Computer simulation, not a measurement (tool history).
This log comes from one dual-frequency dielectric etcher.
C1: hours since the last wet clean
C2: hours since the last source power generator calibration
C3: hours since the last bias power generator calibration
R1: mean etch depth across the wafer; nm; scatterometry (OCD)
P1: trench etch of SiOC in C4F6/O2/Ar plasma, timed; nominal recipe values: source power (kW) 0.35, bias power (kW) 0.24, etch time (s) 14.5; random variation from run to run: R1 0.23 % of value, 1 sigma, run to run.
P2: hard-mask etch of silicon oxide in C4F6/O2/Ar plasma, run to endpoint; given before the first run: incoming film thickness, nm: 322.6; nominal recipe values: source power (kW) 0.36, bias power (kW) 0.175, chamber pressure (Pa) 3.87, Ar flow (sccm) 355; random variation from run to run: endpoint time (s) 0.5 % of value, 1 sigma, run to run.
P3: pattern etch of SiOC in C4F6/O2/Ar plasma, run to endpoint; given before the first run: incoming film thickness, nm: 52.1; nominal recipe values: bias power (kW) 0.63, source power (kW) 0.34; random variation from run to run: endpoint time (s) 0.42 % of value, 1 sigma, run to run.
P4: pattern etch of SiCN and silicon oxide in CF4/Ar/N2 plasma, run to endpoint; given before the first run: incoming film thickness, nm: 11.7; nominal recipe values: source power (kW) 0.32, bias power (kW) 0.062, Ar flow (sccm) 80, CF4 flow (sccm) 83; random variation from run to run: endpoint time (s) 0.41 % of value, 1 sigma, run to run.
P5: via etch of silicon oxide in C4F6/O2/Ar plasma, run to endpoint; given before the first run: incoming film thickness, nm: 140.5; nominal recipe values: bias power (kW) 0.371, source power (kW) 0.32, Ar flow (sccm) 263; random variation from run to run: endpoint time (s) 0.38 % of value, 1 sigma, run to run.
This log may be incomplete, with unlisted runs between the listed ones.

{"run": 1, "hour": 7.5, "process that ran": "P1", "source power (kW)": 0.35, "bias power (kW)": 0.24, "etch time (s)": 14.5, "C1": 118.2, "C2": 827.2, "C3": 895.9, "R1": 32.032}
{"run": 2, "hour": 15.1, "process that ran": "P2", "source power (kW)": 0.36, "bias power (kW)": 0.175, "chamber pressure (Pa)": 3.87, "Ar flow (sccm)": 209, "C1": 125.8, "C2": 834.8, "C3": 903.5, "endpoint time (s)": 101.21}
{"run": 3, "hour": 23.0, "process that ran": "P4", "source power (kW)": 0.32, "bias power (kW)": 0.062, "Ar flow (sccm)": 80, "CF4 flow (sccm)": 83, "C1": 133.7, "C2": 842.7, "C3": 911.4, "endpoint time (s)": 18.154}
{"run": 4, "hour": 28.9, "process that ran": "P1", "source power (kW)": 0.35, "bias power (kW)": 0.168, "etch time (s)": 14.5, "C1": 139.6, "C2": 848.6, "C3": 917.3, "R1": 28.371}
{"run": 5, "hour": 38.6, "process that ran": "P1", "source power (kW)": 0.35, "bias power (kW)": 0.24, "etch time (s)": 14.5, "C1": 149.3, "C2": 858.3, "C3": 927, "R1": 31.746}
{"run": 6, "hour": 49.0, "process that ran": "P3", "source power (kW)": 0.24, "bias power (kW)": 0.63, "C1": 159.7, "C2": 868.7, "C3": 937.4, "endpoint time (s)": 19.558}
{"run": 7, "hour": 59.9, "process that ran": "P4", "source power (kW)": 0.32, "bias power (kW)": 0.062, "Ar flow (sccm)": 80, "CF4 flow (sccm)": 111, "C1": 170.6, "C2": 879.6, "C3": 948.3, "endpoint time (s)": 17.627}
{"run": 8, "hour": 70.5, "process that ran": "P4", "source power (kW)": 0.32, "bias power (kW)": 0.04, "Ar flow (sccm)": 80, "CF4 flow (sccm)": 83, "C1": 181.2, "C2": 890.2, "C3": 958.9, "endpoint time (s)": 20.759}
{"run": 9, "hour": 81.2, "process that ran": "P1", "source power (kW)": 0.35, "bias power (kW)": 0.24, "etch time (s)": 14.5, "C1": 191.9, "C2": 900.9, "C3": 969.6, "R1": 31.772}
{"hour": 89.8, "done": "bias power generator calibrated"}
{"run": 10, "hour": 90.3, "process that ran": "P2", "source power (kW)": 0.36, "bias power (kW)": 0.175, "chamber pressure (Pa)": 3.87, "Ar flow (sccm)": 355, "C1": 201, "C2": 910, "C3": 0.5, "endpoint time (s)": 106.51}
{"run": 11, "hour": 97.8, "process that ran": "P2", "source power (kW)": 0.36, "bias power (kW)": 0.175, "chamber pressure (Pa)": 5, "Ar flow (sccm)": 355, "C1": 208.5, "C2": 917.5, "C3": 8, "endpoint time (s)": 110.27}
{"run": 12, "hour": 104.5, "process that ran": "P1", "source power (kW)": 0.35, "bias power (kW)": 0.33, "etch time (s)": 14.5, "C1": 215.2, "C2": 924.2, "C3": 14.7, "R1": 35.74}
{"run": 13, "hour": 115.3, "process that ran": "P2", "source power (kW)": 0.36, "bias power (kW)": 0.175, "chamber pressure (Pa)": 3.87, "Ar flow (sccm)": 355, "C1": 226, "C2": 935, "C3": 25.5, "endpoint time (s)": 107.8}
{"run": 14, "hour": 128.4, "process that ran": "P1", "source power (kW)": 0.35, "bias power (kW)": 0.24, "etch time (s)": 14.5, "C1": 239.1, "C2": 948.1, "C3": 38.6, "R1": 31.736}
{"run": 15, "hour": 136.5, "process that ran": "P5", "source power (kW)": 0.32, "bias power (kW)": 0.371, "Ar flow (sccm)": 263, "C1": 247.2, "C2": 956.2, "C3": 46.7, "endpoint time (s)": 37.363}
{"run": 16, "hour": 148.5, "process that ran": "P4", "source power (kW)": 0.32, "bias power (kW)": 0.062, "Ar flow (sccm)": 101, "CF4 flow (sccm)": 83, "C1": 259.2, "C2": 968.2, "C3": 58.7, "endpoint time (s)": 18.891}
{"run": 17, "hour": 158.3, "process that ran": "P1", "source power (kW)": 0.35, "bias power (kW)": 0.24, "etch time (s)": 9, "C1": 269, "C2": 978, "C3": 68.5, "R1": 19.828}
{"run": 18, "hour": 166.6, "process that ran": "P5", "source power (kW)": 0.32, "bias power (kW)": 0.371, "Ar flow (sccm)": 263, "C1": 277.3, "C2": 986.3, "C3": 76.8, "endpoint time (s)": 37.365}
{"run": 19, "hour": 177.4, "process that ran": "P4", "source power (kW)": 0.43, "bias power (kW)": 0.062, "Ar flow (sccm)": 80, "CF4 flow (sccm)": 83, "C1": 288.1, "C2": 997.1, "C3": 87.6, "endpoint time (s)": 13.965}
{"run": 20, "hour": 184.4, "process that ran": "P1", "source power (kW)": 0.35, "bias power (kW)": 0.191, "etch time (s)": 18.5, "C1": 295.1, "C2": 1004.1, "C3": 94.6, "R1": 37.601}
{"run": 21, "hour": 194.5, "process that ran": "P2", "source power (kW)": 0.5, "bias power (kW)": 0.175, "chamber pressure (Pa)": 3.87, "Ar flow (sccm)": 355, "C1": 305.2, "C2": 1014.2, "C3": 104.7, "endpoint time (s)": 94.117}
{"run": 22, "hour": 203.1, "process that ran": "P3", "source power (kW)": 0.34, "bias power (kW)": 0.63, "C1": 313.8, "C2": 1022.8, "C3": 113.3, "endpoint time (s)": 17.19}
{"run": 23, "hour": 214.6, "process that ran": "P5", "source power (kW)": 0.23, "bias power (kW)": 0.371, "Ar flow (sccm)": 263, "C1": 325.3, "C2": 1034.3, "C3": 124.8, "endpoint time (s)": 41.926}
{"run": 24, "hour": 227.0, "process that ran": "P1", "source power (kW)": 0.35, "bias power (kW)": 0.24, "etch time (s)": 14.5, "C1": 337.7, "C2": 1046.7, "C3": 137.2, "R1": 31.767}
{"run": 25, "hour": 238.9, "process that ran": "P1", "source power (kW)": 0.27, "bias power (kW)": 0.24, "etch time (s)": 14.5, "C1": 349.6, "C2": 1058.6, "C3": 149.1, "R1": 28.777}
{"hour": 239.8, "done": "wet clean of the chamber"}
{"run": 26, "hour": 251.2, "process that ran": "P3", "source power (kW)": 0.34, "bias power (kW)": 0.859, "C1": 11.5, "C2": 1070.9, "C3": 161.4, "endpoint time (s)": 15.132}
{"run": 27, "hour": 260.7, "process that ran": "P2", "source power (kW)": 0.36, "bias power (kW)": 0.22, "chamber pressure (Pa)": 3.87, "Ar flow (sccm)": 355, "C1": 21, "C2": 1080.4, "C3": 170.9, "endpoint time (s)": 99.225}
{"run": 28, "hour": 269.8, "process that ran": "P5", "source power (kW)": 0.32, "bias power (kW)": 0.258, "Ar flow (sccm)": 263, "C1": 30.1, "C2": 1089.5, "C3": 180, "endpoint time (s)": 42.306}
{"run": 29, "hour": 281.1, "process that ran": "P1", "source power (kW)": 0.35, "bias power (kW)": 0.24, "etch time (s)": 22, "C1": 41.4, "C2": 1100.8, "C3": 191.3, "R1": 48.482}
{"run": 30, "hour": 293.8, "process that ran": "P1", "source power (kW)": 0.44, "bias power (kW)": 0.24, "etch time (s)": 14.5, "C1": 54.1, "C2": 1113.5, "C3": 204, "R1": 34.845}
{"run": 31, "hour": 301.1, "process that ran": "P5", "source power (kW)": 0.32, "bias power (kW)": 0.371, "Ar flow (sccm)": 167, "C1": 61.4, "C2": 1120.8, "C3": 211.3, "endpoint time (s)": 35.429}
{"run": 32, "hour": 309.8, "process that ran": "P1", "source power (kW)": 0.35, "bias power (kW)": 0.24, "etch time (s)": 14.5, "C1": 70.1, "C2": 1129.5, "C3": 220, "R1": 31.896}
{"run": 33, "hour": 320.1, "process that ran": "P1", "source power (kW)": 0.35, "bias power (kW)": 0.24, "etch time (s)": 14.5, "C1": 80.4, "C2": 1139.8, "C3": 230.3, "R1": 31.521}
{"run": 34, "hour": 329.8, "process that ran": "P1", "source power (kW)": 0.35, "bias power (kW)": 0.24, "etch time (s)": 14.5, "C1": 90.1, "C2": 1149.5, "C3": 240, "R1": 31.577}
{"run": 35, "hour": 341.4, "process that ran": "P1", "source power (kW)": 0.35, "bias power (kW)": 0.24, "etch time (s)": 14.5, "C1": 101.7, "C2": 1161.1, "C3": 251.6, "R1": 31.505}
{"run": 36, "hour": 351.8, "process that ran": "P1", "source power (kW)": 0.35, "bias power (kW)": 0.24, "etch time (s)": 14.5, "C1": 112.1, "C2": 1171.5, "C3": 262, "R1": 31.5}
{"run": 37, "hour": 359.2, "process that ran": "P1", "source power (kW)": 0.35, "bias power (kW)": 0.24, "etch time (s)": 14.5, "C1": 119.5, "C2": 1178.9, "C3": 269.4, "R1": 31.471}
{"hour": 365.9, "done": "wet clean of the chamber"}
{"run": 38, "hour": 367.7, "process that ran": "P1", "source power (kW)": 0.35, "bias power (kW)": 0.24, "etch time (s)": 14.5, "C1": 1.8, "C2": 1187.4, "C3": 277.9, "R1": 31.44}

Predict the results of run 39:
{"run": 39, "hour": 375.2, "process that ran": "P1", "source power (kW)": 0.35, "bias power (kW)": 0.24, "etch time (s)": 14.5, "C1": 9.3, "C2": 1194.9, "C3": 285.4, "R1": "?"}

R1: 31.504 nm
